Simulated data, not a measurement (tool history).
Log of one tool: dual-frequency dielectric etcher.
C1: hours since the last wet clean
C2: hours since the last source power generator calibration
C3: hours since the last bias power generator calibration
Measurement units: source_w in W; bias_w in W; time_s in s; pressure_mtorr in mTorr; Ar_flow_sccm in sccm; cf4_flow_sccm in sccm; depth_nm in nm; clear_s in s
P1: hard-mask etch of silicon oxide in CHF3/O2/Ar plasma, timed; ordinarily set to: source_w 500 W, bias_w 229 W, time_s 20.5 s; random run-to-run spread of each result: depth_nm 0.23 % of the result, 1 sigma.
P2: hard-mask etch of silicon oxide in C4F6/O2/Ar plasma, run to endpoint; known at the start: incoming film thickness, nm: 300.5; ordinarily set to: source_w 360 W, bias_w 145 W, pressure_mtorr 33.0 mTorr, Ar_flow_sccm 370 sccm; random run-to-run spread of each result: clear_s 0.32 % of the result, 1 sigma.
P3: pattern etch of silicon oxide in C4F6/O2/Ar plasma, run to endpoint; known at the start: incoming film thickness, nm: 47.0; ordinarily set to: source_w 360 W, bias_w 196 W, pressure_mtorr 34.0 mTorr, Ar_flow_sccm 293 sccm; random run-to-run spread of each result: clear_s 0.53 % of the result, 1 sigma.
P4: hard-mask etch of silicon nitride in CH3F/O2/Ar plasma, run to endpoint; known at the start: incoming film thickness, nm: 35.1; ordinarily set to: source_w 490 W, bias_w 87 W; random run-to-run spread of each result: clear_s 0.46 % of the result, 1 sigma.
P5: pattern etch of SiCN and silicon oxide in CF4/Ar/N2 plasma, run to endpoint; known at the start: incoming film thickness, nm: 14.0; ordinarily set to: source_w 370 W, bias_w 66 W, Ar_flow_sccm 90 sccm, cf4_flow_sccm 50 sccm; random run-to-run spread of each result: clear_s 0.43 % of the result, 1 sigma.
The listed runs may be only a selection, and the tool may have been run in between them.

run 1 hour=6.4 | process=P1 source_w=500 bias_w=229 time_s=20.5 | C1=81.8 C2=385.9 C3=2635.5 | depth_nm=41.359
run 2 hour=17.8 | process=P2 source_w=360 bias_w=145 pressure_mtorr=33.0 Ar_flow_sccm=370 | C1=93.2 C2=397.3 C3=2646.9 | clear_s=114.200
run 3 hour=23.8 | process=P5 source_w=290 bias_w=66 Ar_flow_sccm=90 cf4_flow_sccm=50 | C1=99.2 C2=403.3 C3=2652.9 | clear_s=25.319
run 4 hour=34.2 | process=P2 source_w=360 bias_w=145 pressure_mtorr=33.0 Ar_flow_sccm=452 | C1=109.6 C2=413.7 C3=2663.3 | clear_s=117.070
run 5 hour=42.9 | process=P1 source_w=330 bias_w=229 time_s=20.5 | C1=118.3 C2=422.4 C3=2672.0 | depth_nm=35.371
run 6 hour=48.8 | process=P1 source_w=500 bias_w=136 time_s=20.5 | C1=124.2 C2=428.3 C3=2677.9 | depth_nm=34.651
run 7 hour=59.9 | process=P1 source_w=410 bias_w=191 time_s=20.5 | C1=135.3 C2=439.4 C3=2689.0 | depth_nm=35.994
run 8 hour=66.0 | process=P5 source_w=370 bias_w=66 Ar_flow_sccm=90 cf4_flow_sccm=50 | C1=141.4 C2=445.5 C3=2695.1 | clear_s=20.307
run 9 hour=72.3 | process=P3 source_w=280 bias_w=196 pressure_mtorr=34.0 Ar_flow_sccm=293 | C1=147.7 C2=451.8 C3=2701.4 | clear_s=16.660
run 10 hour=79.7 | process=P1 source_w=500 bias_w=291 time_s=20.5 | C1=155.1 C2=459.2 C3=2708.8 | depth_nm=45.285
run 11 hour=85.8 | process=P1 source_w=500 bias_w=229 time_s=11.5 | C1=161.2 C2=465.3 C3=2714.9 | depth_nm=23.170
run 12 hour=93.9 | process=P5 source_w=370 bias_w=66 Ar_flow_sccm=90 cf4_flow_sccm=33 | C1=169.3 C2=473.4 C3=2723.0 | clear_s=21.805
run 13 hour=100.1 | process=P1 source_w=500 bias_w=229 time_s=20.5 | C1=175.5 C2=479.6 C3=2729.2 | depth_nm=41.324
-- hour=100.3 wet clean of the chamber
run 14 hour=107.8 | process=P4 source_w=490 bias_w=87 | C1=7.6 C2=487.3 C3=2736.9 | clear_s=45.745
run 15 hour=118.1 | process=P2 source_w=360 bias_w=145 pressure_mtorr=26.5 Ar_flow_sccm=370 | C1=17.9 C2=497.6 C3=2747.2 | clear_s=111.540
run 16 hour=129.8 | process=P2 source_w=480 bias_w=145 pressure_mtorr=33.0 Ar_flow_sccm=370 | C1=29.6 C2=509.3 C3=2758.9 | clear_s=102.280
run 17 hour=142.2 | process=P3 source_w=360 bias_w=196 pressure_mtorr=41.5 Ar_flow_sccm=293 | C1=42.0 C2=521.7 C3=2771.3 | clear_s=15.540
run 18 hour=152.2 | process=P5 source_w=370 bias_w=42 Ar_flow_sccm=90 cf4_flow_sccm=50 | C1=52.0 C2=531.7 C3=2781.3 | clear_s=23.535
run 19 hour=162.7 | process=P1 source_w=700 bias_w=229 time_s=20.5 | C1=62.5 C2=542.2 C3=2791.8 | depth_nm=46.951
run 20 hour=170.5 | process=P4 source_w=490 bias_w=87 | C1=70.3 C2=550.0 C3=2799.6 | clear_s=45.530
run 21 hour=180.8 | process=P4 source_w=490 bias_w=57 | C1=80.6 C2=560.3 C3=2809.9 | clear_s=53.017
-- hour=183.9 bias power generator calibrated
run 22 hour=190.8 | process=P1 source_w=500 bias_w=229 time_s=20.5 | C1=90.6 C2=570.3 C3=7.0 | depth_nm=41.334
run 23 hour=202.4 | process=P2 source_w=360 bias_w=89 pressure_mtorr=33.0 Ar_flow_sccm=370 | C1=102.2 C2=581.9 C3=18.6 | clear_s=131.320
run 24 hour=208.4 | process=P3 source_w=360 bias_w=196 pressure_mtorr=34.0 Ar_flow_sccm=293 | C1=108.2 C2=587.9 C3=24.6 | clear_s=15.334
run 25 hour=219.4 | process=P3 source_w=360 bias_w=159 pressure_mtorr=34.0 Ar_flow_sccm=293 | C1=119.2 C2=598.9 C3=35.6 | clear_s=16.288
run 26 hour=225.5 | process=P3 source_w=360 bias_w=196 pressure_mtorr=34.0 Ar_flow_sccm=205 | C1=125.3 C2=605.0 C3=41.7 | clear_s=14.713
run 27 hour=234.5 | process=P3 source_w=360 bias_w=196 pressure_mtorr=34.0 Ar_flow_sccm=293 | C1=134.3 C2=614.0 C3=50.7 | clear_s=15.306
run 28 hour=241.4 | process=P5 source_w=370 bias_w=66 Ar_flow_sccm=90 cf4_flow_sccm=50 | C1=141.2 C2=620.9 C3=57.6 | clear_s=20.232
run 29 hour=251.8 | process=P1 source_w=500 bias_w=229 time_s=26.5 | C1=151.6 C2=631.3 C3=68.0 | depth_nm=53.535
run 30 hour=260.6 | process=P5 source_w=370 bias_w=66 Ar_flow_sccm=111 cf4_flow_sccm=50 | C1=160.4 C2=640.1 C3=76.8 | clear_s=21.080
run 31 hour=272.7 | process=P4 source_w=690 bias_w=87 | C1=172.5 C2=652.2 C3=88.9 | clear_s=40.412
run 32 hour=281.2 | process=P1 source_w=500 bias_w=229 time_s=20.5 | C1=181.0 C2=660.7 C3=97.4 | depth_nm=41.364
run 33 hour=287.2 | process=P1 source_w=500 bias_w=229 time_s=20.5 | C1=187.0 C2=666.7 C3=103.4 | depth_nm=41.424
run 34 hour=295.8 | process=P1 source_w=500 bias_w=229 time_s=20.5 | C1=195.6 C2=675.3 C3=112.0 | depth_nm=41.181
run 35 hour=304.3 | process=P1 source_w=500 bias_w=229 time_s=20.5 | C1=204.1 C2=683.8 C3=120.5 | depth_nm=41.294
run 36 hour=314.3 | process=P1 source_w=500 bias_w=229 time_s=20.5 | C1=214.1 C2=693.8 C3=130.5 | depth_nm=40.806
run 37 hour=325.2 | process=P1 source_w=500 bias_w=229 time_s=20.5 | C1=225.0 C2=704.7 C3=141.4 | depth_nm=40.912
run 38 hour=336.7 | process=P1 source_w=500 bias_w=229 time_s=20.5 | C1=236.5 C2=716.2 C3=152.9 | depth_nm=40.680
run 39 hour=344.0 | process=P1 source_w=500 bias_w=229 time_s=20.5 | C1=243.8 C2=723.5 C3=160.2 | depth_nm=40.867
run 40 hour=354.5 | process=P1 source_w=500 bias_w=229 time_s=20.5 | C1=254.3 C2=734.0 C3=170.7 | depth_nm=40.780
-- hour=359.8 wet clean of the chamber
run 41 hour=361.4 | process=P1 source_w=500 bias_w=229 time_s=20.5 | C1=1.7 C2=740.9 C3=177.6 | depth_nm=40.744
run 42 hour=371.2 | process=P1 source_w=500 bias_w=229 time_s=20.5 | C1=11.5 C2=750.7 C3=187.4 | depth_nm=40.896
run 43 hour=379.3 | process=P1 source_w=500 bias_w=229 time_s=20.5 | C1=19.6 C2=758.8 C3=195.5 | depth_nm=40.583
run 44 hour=391.8 | process=P1 source_w=500 bias_w=229 time_s=20.5 | C1=32.1 C2=771.3 C3=208.0 | depth_nm=40.652

The output of P1 has drifted from where it used to be. Each of the 2 causes below, taken at the size shown beside it, accounts for the log equally well:
A: source power that arrives under what is set, % = 4.28
B: bias power that arrives under what is set, % = 4.53
Onset of the creep was near hour 295.8.
Excluded causes, each with its reason:
chamber walls in a state that lowers the etch rate, %: was serviced at hour 359.8, once the creep was under way, yet the earlier output never came back

Of the 4 check runs below, each run on 2 wafers with the results averaged and each result still a question mark, which one would tell the listed causes apart?
run check 1 hour=404.3 | process=P3 source_w=360 bias_w=165 pressure_mtorr=34.0 Ar_flow_sccm=226 | clear_s=?
run check 2 hour=404.3 | process=P5 source_w=370 bias_w=66 Ar_flow_sccm=110 cf4_flow_sccm=50 | clear_s=?
run check 3 hour=404.3 | process=P2 source_w=470 bias_w=106 pressure_mtorr=33.0 Ar_flow_sccm=370 | clear_s=?
run check 4 hour=404.3 | process=P4 source_w=570 bias_w=87 | clear_s=?

What each check would give under each cause:
check=check_1 result=clear_s if_A=15.975 if_B=15.932
check=check_2 result=clear_s if_A=21.814 if_B=21.347
check=check_3 result=clear_s if_A=114.780 if_B=114.190
check=check_4 result=clear_s if_A=43.967 if_B=43.946
Gap, in per cent, between the two causes that each check separates least, read from the result that separates them most: check 1 0.27 %; check 2 2.16 %; check 3 0.51 %; check 4 0.05 %
Check 2 distinguishes between the causes, while the remaining checks would return nearly the same result for all of them.

Then check 2 was run and gave: clear_s 21.729 s. Which cause is it?

A is the cause: source power that arrives under what is set, %.
